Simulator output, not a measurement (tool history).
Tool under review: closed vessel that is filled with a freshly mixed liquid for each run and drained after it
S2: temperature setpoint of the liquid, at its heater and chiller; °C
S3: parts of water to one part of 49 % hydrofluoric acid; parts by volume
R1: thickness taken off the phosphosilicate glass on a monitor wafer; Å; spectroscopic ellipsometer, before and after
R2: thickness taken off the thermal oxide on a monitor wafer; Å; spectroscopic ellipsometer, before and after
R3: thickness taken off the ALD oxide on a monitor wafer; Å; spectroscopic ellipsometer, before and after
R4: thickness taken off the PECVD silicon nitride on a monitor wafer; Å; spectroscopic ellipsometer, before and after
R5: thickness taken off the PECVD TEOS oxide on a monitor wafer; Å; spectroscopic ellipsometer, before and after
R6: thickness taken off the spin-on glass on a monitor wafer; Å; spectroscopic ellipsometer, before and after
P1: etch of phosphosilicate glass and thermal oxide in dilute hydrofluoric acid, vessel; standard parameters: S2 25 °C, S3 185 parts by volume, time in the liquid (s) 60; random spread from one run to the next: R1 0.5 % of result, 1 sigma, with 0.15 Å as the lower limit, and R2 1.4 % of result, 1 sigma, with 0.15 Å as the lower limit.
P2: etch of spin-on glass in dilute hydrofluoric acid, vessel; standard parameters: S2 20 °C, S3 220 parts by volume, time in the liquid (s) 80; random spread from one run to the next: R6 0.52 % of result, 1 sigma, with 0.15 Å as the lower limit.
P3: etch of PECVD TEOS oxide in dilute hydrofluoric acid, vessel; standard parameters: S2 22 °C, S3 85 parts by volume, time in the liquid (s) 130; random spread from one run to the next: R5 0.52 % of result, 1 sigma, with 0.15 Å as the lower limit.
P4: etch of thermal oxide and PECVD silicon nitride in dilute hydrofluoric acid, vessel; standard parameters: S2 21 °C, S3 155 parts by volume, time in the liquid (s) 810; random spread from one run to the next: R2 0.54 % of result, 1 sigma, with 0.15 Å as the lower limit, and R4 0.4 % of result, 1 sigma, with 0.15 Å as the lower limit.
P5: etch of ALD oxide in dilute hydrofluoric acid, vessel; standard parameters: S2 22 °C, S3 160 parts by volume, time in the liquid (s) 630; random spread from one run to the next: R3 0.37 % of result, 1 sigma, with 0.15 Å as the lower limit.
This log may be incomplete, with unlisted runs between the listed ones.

Run 1, hour 14.1: process that ran P1, S2 25 °C, S3 185 parts by volume, time in the liquid (s) 60. Result: R1 461.33 Å, R2 14.59 Å.
Run 2, hour 27.7: process that ran P5, S2 22 °C, S3 160 parts by volume, time in the liquid (s) 260. Result: R3 223.8 Å.
Run 3, hour 39.7: process that ran P4, S2 27 °C, S3 155 parts by volume, time in the liquid (s) 810. Result: R2 249.54 Å, R4 330.81 Å.
Run 4, hour 51.2: process that ran P5, S2 22 °C, S3 160 parts by volume, time in the liquid (s) 630. Result: R3 544.34 Å.
Run 5, hour 59.1: process that ran P5, S2 22 °C, S3 160 parts by volume, time in the liquid (s) 630. Result: R3 541.49 Å.
Run 6, hour 72.5: process that ran P1, S2 25 °C, S3 185 parts by volume, time in the liquid (s) 60. Result: R1 459.65 Å, R2 14.369 Å.
Run 7, hour 83.8: process that ran P1, S2 25 °C, S3 185 parts by volume, time in the liquid (s) 60. Result: R1 460.83 Å, R2 14.765 Å.
Run 8, hour 96.2: process that ran P1, S2 25 °C, S3 185 parts by volume, time in the liquid (s) 30. Result: R1 231.15 Å, R2 7.2325 Å.
Run 9, hour 111.1: process that ran P1, S2 18.5 °C, S3 185 parts by volume, time in the liquid (s) 30. Result: R1 178.37 Å, R2 5.641 Å.
At hour 114.8: hydrofluoric acid flow meter replaced.
Run 10, hour 127: process that ran P3, S2 22 °C, S3 140 parts by volume, time in the liquid (s) 130. Result: R5 200.09 Å.
Run 11, hour 140.8: process that ran P1, S2 25 °C, S3 185 parts by volume, time in the liquid (s) 60. Result: R1 464.42 Å, R2 14.582 Å.
Run 12, hour 153.6: process that ran P2, S2 20 °C, S3 220 parts by volume, time in the liquid (s) 80. Result: R6 176.56 Å.
Run 13, hour 168.3: process that ran P3, S2 22 °C, S3 85 parts by volume, time in the liquid (s) 255. Result: R5 685.33 Å.
Run 14, hour 176.7: process that ran P1, S2 25 °C, S3 85 parts by volume, time in the liquid (s) 60. Result: R1 1132 Å, R2 35.803 Å.
Run 15, hour 183.8: process that ran P1, S2 29.5 °C, S3 185 parts by volume, time in the liquid (s) 60. Result: R1 538.89 Å, R2 16.917 Å.
Run 16, hour 197.6: process that ran P5, S2 22 °C, S3 265 parts by volume, time in the liquid (s) 630. Result: R3 293.3 Å.
Run 17, hour 205.9: process that ran P1, S2 30 °C, S3 185 parts by volume, time in the liquid (s) 30. Result: R1 276.72 Å, R2 8.6948 Å.
Run 18, hour 219.7: process that ran P1, S2 25 °C, S3 290 parts by volume, time in the liquid (s) 60. Result: R1 265.26 Å, R2 8.2069 Å.
Run 19, hour 233.1: process that ran P4, S2 21 °C, S3 25 parts by volume, time in the liquid (s) 810. Result: R2 1407 Å, R4 1321.7 Å.
Run 20, hour 245.6: process that ran P1, S2 25 °C, S3 185 parts by volume, time in the liquid (s) 60. Result: R1 462.73 Å, R2 14.487 Å.
Run 21, hour 255.3: process that ran P4, S2 21 °C, S3 155 parts by volume, time in the liquid (s) 1490. Result: R2 364.88 Å, R4 412.49 Å.
Run 22, hour 263.5: process that ran P3, S2 27 °C, S3 85 parts by volume, time in the liquid (s) 130. Result: R5 424.54 Å.
Run 23, hour 276.1: process that ran P3, S2 22 °C, S3 85 parts by volume, time in the liquid (s) 130. Result: R5 349.74 Å.
Run 24, hour 292.3: process that ran P5, S2 30 °C, S3 160 parts by volume, time in the liquid (s) 630. Result: R3 727.82 Å.
Run 25, hour 306.6: process that ran P4, S2 21 °C, S3 155 parts by volume, time in the liquid (s) 810. Result: R2 198.3 Å, R4 224.12 Å.
Run 26, hour 318.9: process that ran P3, S2 22 °C, S3 85 parts by volume, time in the liquid (s) 130. Result: R5 347.08 Å.
Run 27, hour 333.6: process that ran P2, S2 20 °C, S3 220 parts by volume, time in the liquid (s) 30. Result: R6 67.281 Å.
Run 28, hour 342.6: process that ran P1, S2 18 °C, S3 105 parts by volume, time in the liquid (s) 60. Result: R1 673.49 Å, R2 20.948 Å.
Run 29, hour 352.3: process that ran P1, S2 17 °C, S3 185 parts by volume, time in the liquid (s) 60. Result: R1 339.36 Å, R2 10.781 Å.
Run 30, hour 363.6: process that ran P1, S2 25 °C, S3 185 parts by volume, time in the liquid (s) 105. Result: R1 803.78 Å, R2 25.374 Å.
Run 31, hour 377.5: process that ran P2, S2 20 °C, S3 85 parts by volume, time in the liquid (s) 80. Result: R6 528.72 Å.
Run 32, hour 388.7: process that ran P2, S2 17 °C, S3 220 parts by volume, time in the liquid (s) 80. Result: R6 158.92 Å.
Run 33, hour 405: process that ran P1, S2 25 °C, S3 185 parts by volume, time in the liquid (s) 60. Result: R1 461.41 Å, R2 14.172 Å.
Run 34, hour 415.9: process that ran P1, S2 25 °C, S3 185 parts by volume, time in the liquid (s) 60. Result: R1 448.01 Å, R2 14.683 Å.

Run 35, settings as shown, results not yet in. Your forecast:
Run 35, hour 432.1: process that ran P1, S2 25 °C, S3 185 parts by volume, time in the liquid (s) 60. Result: R1 ?, R2 ?.

R1: 441.02 Å
R2: 13.656 Å
